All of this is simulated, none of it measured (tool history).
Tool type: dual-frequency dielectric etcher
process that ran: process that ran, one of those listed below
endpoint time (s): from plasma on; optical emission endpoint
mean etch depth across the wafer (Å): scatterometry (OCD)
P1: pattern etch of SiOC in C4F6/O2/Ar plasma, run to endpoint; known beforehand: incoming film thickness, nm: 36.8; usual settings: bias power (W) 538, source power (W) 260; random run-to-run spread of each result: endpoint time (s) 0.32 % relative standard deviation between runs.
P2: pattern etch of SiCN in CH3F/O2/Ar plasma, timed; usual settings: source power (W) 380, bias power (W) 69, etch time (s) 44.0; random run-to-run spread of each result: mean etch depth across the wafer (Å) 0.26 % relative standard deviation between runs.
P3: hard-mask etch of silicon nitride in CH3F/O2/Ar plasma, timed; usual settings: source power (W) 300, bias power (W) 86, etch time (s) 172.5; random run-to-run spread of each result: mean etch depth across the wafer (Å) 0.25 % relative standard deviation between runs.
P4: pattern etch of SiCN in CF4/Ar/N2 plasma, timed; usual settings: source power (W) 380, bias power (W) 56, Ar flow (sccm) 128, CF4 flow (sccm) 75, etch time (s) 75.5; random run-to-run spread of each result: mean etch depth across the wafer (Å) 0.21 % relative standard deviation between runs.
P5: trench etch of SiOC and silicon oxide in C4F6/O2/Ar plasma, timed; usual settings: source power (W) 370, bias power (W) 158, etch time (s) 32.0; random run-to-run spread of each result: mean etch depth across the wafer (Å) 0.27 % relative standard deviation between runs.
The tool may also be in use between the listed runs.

run	day	process that ran	bias power (W)	source power (W)	Ar flow (sccm)	CF4 flow (sccm)	etch time (s)	hours since the last wet clean	hours since the last bias power generator calibration	hours since the last source power generator calibration	endpoint time (s)	mean etch depth across the wafer (Å)
1	0.242	P1	538	260				78.6	1112.7	2420.6	13.982	
2	0.458	P4	56	380	160	75	75.5	83.8	1117.9	2425.8		507.18
3	0.638	P4	56	270	128	75	75.5	88.1	1122.2	2430.1		390.08
4	0.825	P2	69	290			44.0	92.6	1126.7	2434.6		145.50
5	1.104	P4	56	380	128	55	75.5	99.3	1133.4	2441.3		501.42
6	1.412	P3	61	300			172.5	106.7	1140.8	2448.7		1007.60
7	1.588	P2	69	380			44.0	110.9	1145.0	2452.9		161.91
8	1.829	P1	645	350				116.7	1150.8	2458.7	11.707	
9	2.054	P1	538	260				122.1	1156.2	2464.1	14.027	
10	2.400	P2	43	380			44.0	130.4	1164.5	2472.4		137.91
11	2.646	P3	86	300			212.5	136.3	1170.4	2478.3		1406.80
12	2.879	P1	538	260				141.9	1176.0	2483.9	13.986	
13	3.067	P1	373	190				146.4	1180.5	2488.4	18.063	
14	3.358	P1	538	260				153.4	1187.5	2495.4	13.973	
15	3.588	P3	86	170			172.5	158.9	1193.0	2500.9		921.74
# day 3.712: source power generator calibrated
16	3.912	P4	75	380	128	75	75.5	166.7	1200.8	4.8		582.14
17	4.117	P5	158	370			32.0	171.6	1205.7	9.7		590.55
18	4.292	P5	158	280			32.0	175.8	1209.9	13.9		529.55
19	4.467	P3	86	300			172.5	180.0	1214.1	18.1		1139.70
20	4.650	P1	688	260				184.4	1218.5	22.5	12.800	
21	4.888	P2	69	380			28.0	190.1	1224.2	28.2		102.22
22	5.158	P5	124	370			32.0	196.6	1230.7	34.7		549.27
23	5.425	P1	353	260				203.0	1237.1	41.1	16.386	
24	5.696	P4	56	380	128	75	75.5	209.5	1243.6	47.6		526.47
25	5.938	P1	718	320				215.3	1249.4	53.4	11.569	
26	6.088	P4	56	380	128	75	104.5	218.9	1253.0	57.0		728.23
27	6.358	P5	158	370			46.0	225.4	1259.5	63.5		849.36
28	6.567	P1	538	190				230.4	1264.5	68.5	15.854	
29	6.767	P1	538	260				235.2	1269.3	73.3	14.026	
30	6.967	P1	538	310				240.0	1274.1	78.1	13.188	
31	7.142	P1	538	260				244.2	1278.3	82.3	14.061	
32	7.367	P1	538	260				249.6	1283.7	87.7	14.067	
33	7.612	P1	538	260				255.5	1289.6	93.6	14.161	
34	7.875	P1	538	260				261.8	1295.9	99.9	14.122	
# day 8.104: wet clean of the chamber
35	8.217	P1	538	260				2.7	1304.1	108.1	14.167	
36	8.367	P1	538	260				6.3	1307.7	111.7	14.207	
37	8.683	P1	538	260				13.9	1315.3	119.3	14.124	
38	8.875	P1	538	260				18.5	1319.9	123.9	14.311	
39	9.183	P1	538	260				25.9	1327.3	131.3	14.266	
40	9.471	P1	538	260				32.8	1334.2	138.2	14.170	
41	9.646	P1	538	260				37.0	1338.4	142.4	14.249	
42	9.833	P1	538	260				41.5	1342.9	146.9	14.187	

Compared with where it was, what P1 gives has crept away. Each cause listed below fits the log as well as the rest, at the size given for it:
A: source power that arrives under what is set, % = 4.26
B: bias power that arrives under what is set, % = 4.05
The gradual shift began around day 7.142.
The rest of the possible causes, and what rules out each one:
chamber walls in a state that lowers the etch rate, %: maintenance at day 8.104, after the shift began, did not return the process to its former output

Which of the 4 check runs listed below separates the causes, so that each cause would produce a clearly different result? Each run uses one wafer, and its results are marked with question marks.
check 1	10.021	P4	56	380	128	75	75.5					?
check 2	10.021	P3	86	300			172.5					?
check 3	10.021	P5	158	370			32.0					?
check 4	10.021	P2	69	380			44.0					?

If the cause were each of the candidates in turn, the checks would give the following:
check	result	if A	if B
check 1	mean etch depth across the wafer (Å)	507.87	520.30
check 2	mean etch depth across the wafer (Å)	1120.30	1121.70
check 3	mean etch depth across the wafer (Å)	580.97	583.48
check 4	mean etch depth across the wafer (Å)	158.79	159.10
How far apart the two closest causes lie, in the result that separates them most: check 1 2.42 %; check 2 0.12 %; check 3 0.43 %; check 4 0.19 %
Only check 1 tells the causes apart: in the others they would give nearly the same result.

Check 1 was then run and gave: mean etch depth across the wafer (Å) 507.42. Which cause is it?

It is A: source power that arrives under what is set, %.
